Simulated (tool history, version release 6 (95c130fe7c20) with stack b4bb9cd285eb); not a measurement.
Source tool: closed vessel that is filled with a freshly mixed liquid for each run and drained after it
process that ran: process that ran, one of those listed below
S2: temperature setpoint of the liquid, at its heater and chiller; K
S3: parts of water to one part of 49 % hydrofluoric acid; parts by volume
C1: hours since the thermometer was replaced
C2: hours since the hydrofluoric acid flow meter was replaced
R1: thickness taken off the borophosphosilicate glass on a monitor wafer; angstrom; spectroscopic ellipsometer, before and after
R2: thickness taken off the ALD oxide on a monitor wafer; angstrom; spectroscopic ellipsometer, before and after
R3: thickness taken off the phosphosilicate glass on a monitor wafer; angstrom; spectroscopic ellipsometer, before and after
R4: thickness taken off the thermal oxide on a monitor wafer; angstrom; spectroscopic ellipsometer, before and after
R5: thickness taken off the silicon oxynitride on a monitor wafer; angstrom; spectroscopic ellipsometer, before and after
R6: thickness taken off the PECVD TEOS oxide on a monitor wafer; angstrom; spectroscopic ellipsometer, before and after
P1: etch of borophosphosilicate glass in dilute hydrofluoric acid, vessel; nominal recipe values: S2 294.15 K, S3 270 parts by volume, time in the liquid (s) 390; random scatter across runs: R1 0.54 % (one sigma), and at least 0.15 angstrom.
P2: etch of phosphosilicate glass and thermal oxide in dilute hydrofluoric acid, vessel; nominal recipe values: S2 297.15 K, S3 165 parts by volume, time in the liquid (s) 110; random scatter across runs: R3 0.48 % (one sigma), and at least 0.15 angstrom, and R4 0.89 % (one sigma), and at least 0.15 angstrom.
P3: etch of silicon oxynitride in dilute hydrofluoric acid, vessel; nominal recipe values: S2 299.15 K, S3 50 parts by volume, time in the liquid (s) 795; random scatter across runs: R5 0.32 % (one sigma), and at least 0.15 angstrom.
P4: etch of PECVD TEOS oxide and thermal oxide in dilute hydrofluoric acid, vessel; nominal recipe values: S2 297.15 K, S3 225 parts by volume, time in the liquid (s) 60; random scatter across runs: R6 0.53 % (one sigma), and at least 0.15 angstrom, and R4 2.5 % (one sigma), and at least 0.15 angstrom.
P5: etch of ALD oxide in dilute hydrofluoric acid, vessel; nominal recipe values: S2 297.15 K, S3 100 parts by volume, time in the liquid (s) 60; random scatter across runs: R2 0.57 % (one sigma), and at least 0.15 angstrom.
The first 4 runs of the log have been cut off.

Run 5, hour 39.9: process that ran P5, S2 297.15 K, S3 145 parts by volume, time in the liquid (s) 60; C1 2097.6; C2 655.2. Result: R2 52.021 angstrom.
Run 6, hour 47.6: process that ran P1, S2 294.15 K, S3 270 parts by volume, time in the liquid (s) 215; C1 2105.3; C2 662.9. Result: R1 300.70 angstrom.
Run 7, hour 52.7: process that ran P2, S2 297.15 K, S3 165 parts by volume, time in the liquid (s) 210; C1 2110.4; C2 668.0. Result: R3 1073.20 angstrom, R4 58.123 angstrom.
Run 8, hour 58.5: process that ran P1, S2 294.15 K, S3 130 parts by volume, time in the liquid (s) 390; C1 2116.2; C2 673.8. Result: R1 1294.40 angstrom.
Run 9, hour 64.0: process that ran P3, S2 299.15 K, S3 50 parts by volume, time in the liquid (s) 155; C1 2121.7; C2 679.3. Result: R5 98.648 angstrom.
Run 10, hour 72.2: process that ran P1, S2 294.15 K, S3 375 parts by volume, time in the liquid (s) 115; C1 2129.9; C2 687.5. Result: R1 105.56 angstrom.
Run 11, hour 78.4: process that ran P3, S2 299.15 K, S3 85 parts by volume, time in the liquid (s) 795; C1 2136.1; C2 693.7. Result: R5 289.160 angstrom.
Run 12, hour 85.6: process that ran P5, S2 297.15 K, S3 100 parts by volume, time in the liquid (s) 60; C1 2143.3; C2 700.9. Result: R2 78.013 angstrom.
Run 13, hour 95.2: process that ran P1, S2 294.15 K, S3 270 parts by volume, time in the liquid (s) 390; C1 2152.9; C2 710.5. Result: R1 546.61 angstrom.
Run 14, hour 105.0: process that ran P4, S2 297.15 K, S3 45 parts by volume, time in the liquid (s) 60; C1 2162.7; C2 720.3. Result: R4 62.658 angstrom, R6 411.070 angstrom.
Run 15, hour 109.3: process that ran P1, S2 294.15 K, S3 270 parts by volume, time in the liquid (s) 690; C1 2167.0; C2 724.6. Result: R1 962.51 angstrom.
Run 16, hour 114.1: process that ran P5, S2 297.15 K, S3 100 parts by volume, time in the liquid (s) 60; C1 2171.8; C2 729.4. Result: R2 78.514 angstrom.
Run 17, hour 123.9: process that ran P1, S2 294.15 K, S3 270 parts by volume, time in the liquid (s) 390; C1 2181.6; C2 739.2. Result: R1 537.81 angstrom.
Run 18, hour 130.7: process that ran P4, S2 302.15 K, S3 225 parts by volume, time in the liquid (s) 60; C1 2188.4; C2 746.0. Result: R4 12.332 angstrom, R6 78.319 angstrom.
Run 19, hour 135.9: process that ran P4, S2 297.15 K, S3 225 parts by volume, time in the liquid (s) 95; C1 2193.6; C2 751.2. Result: R4 16.210 angstrom, R6 104.520 angstrom.
Run 20, hour 143.3: process that ran P2, S2 297.15 K, S3 165 parts by volume, time in the liquid (s) 110; C1 2201.0; C2 758.6. Result: R3 562.81 angstrom, R4 30.360 angstrom.
Run 21, hour 150.7: process that ran P4, S2 297.15 K, S3 225 parts by volume, time in the liquid (s) 60; C1 2208.4; C2 766.0. Result: R4 10.324 angstrom, R6 65.593 angstrom.
Run 22, hour 158.0: process that ran P1, S2 290.15 K, S3 270 parts by volume, time in the liquid (s) 390; C1 2215.7; C2 773.3. Result: R1 465.98 angstrom.
Run 23, hour 163.8: process that ran P2, S2 301.65 K, S3 165 parts by volume, time in the liquid (s) 110; C1 2221.5; C2 779.1. Result: R3 668.03 angstrom, R4 36.025 angstrom.
Run 24, hour 170.8: process that ran P1, S2 294.15 K, S3 270 parts by volume, time in the liquid (s) 390; C1 2228.5; C2 786.1. Result: R1 540.90 angstrom.
Run 25, hour 179.3: process that ran P1, S2 294.15 K, S3 400 parts by volume, time in the liquid (s) 390; C1 2237.0; C2 794.6. Result: R1 323.84 angstrom.
Run 26, hour 187.4: process that ran P3, S2 299.15 K, S3 50 parts by volume, time in the liquid (s) 795; C1 2245.1; C2 802.7. Result: R5 504.720 angstrom.

Run 27 comes next. What will it give?
Run 27, hour 196.7: process that ran P1, S2 301.15 K, S3 270 parts by volume, time in the liquid (s) 390; C1 2254.4; C2 812.0. Result: R1 ?.

{"run 27": {"R1": 691.23}}

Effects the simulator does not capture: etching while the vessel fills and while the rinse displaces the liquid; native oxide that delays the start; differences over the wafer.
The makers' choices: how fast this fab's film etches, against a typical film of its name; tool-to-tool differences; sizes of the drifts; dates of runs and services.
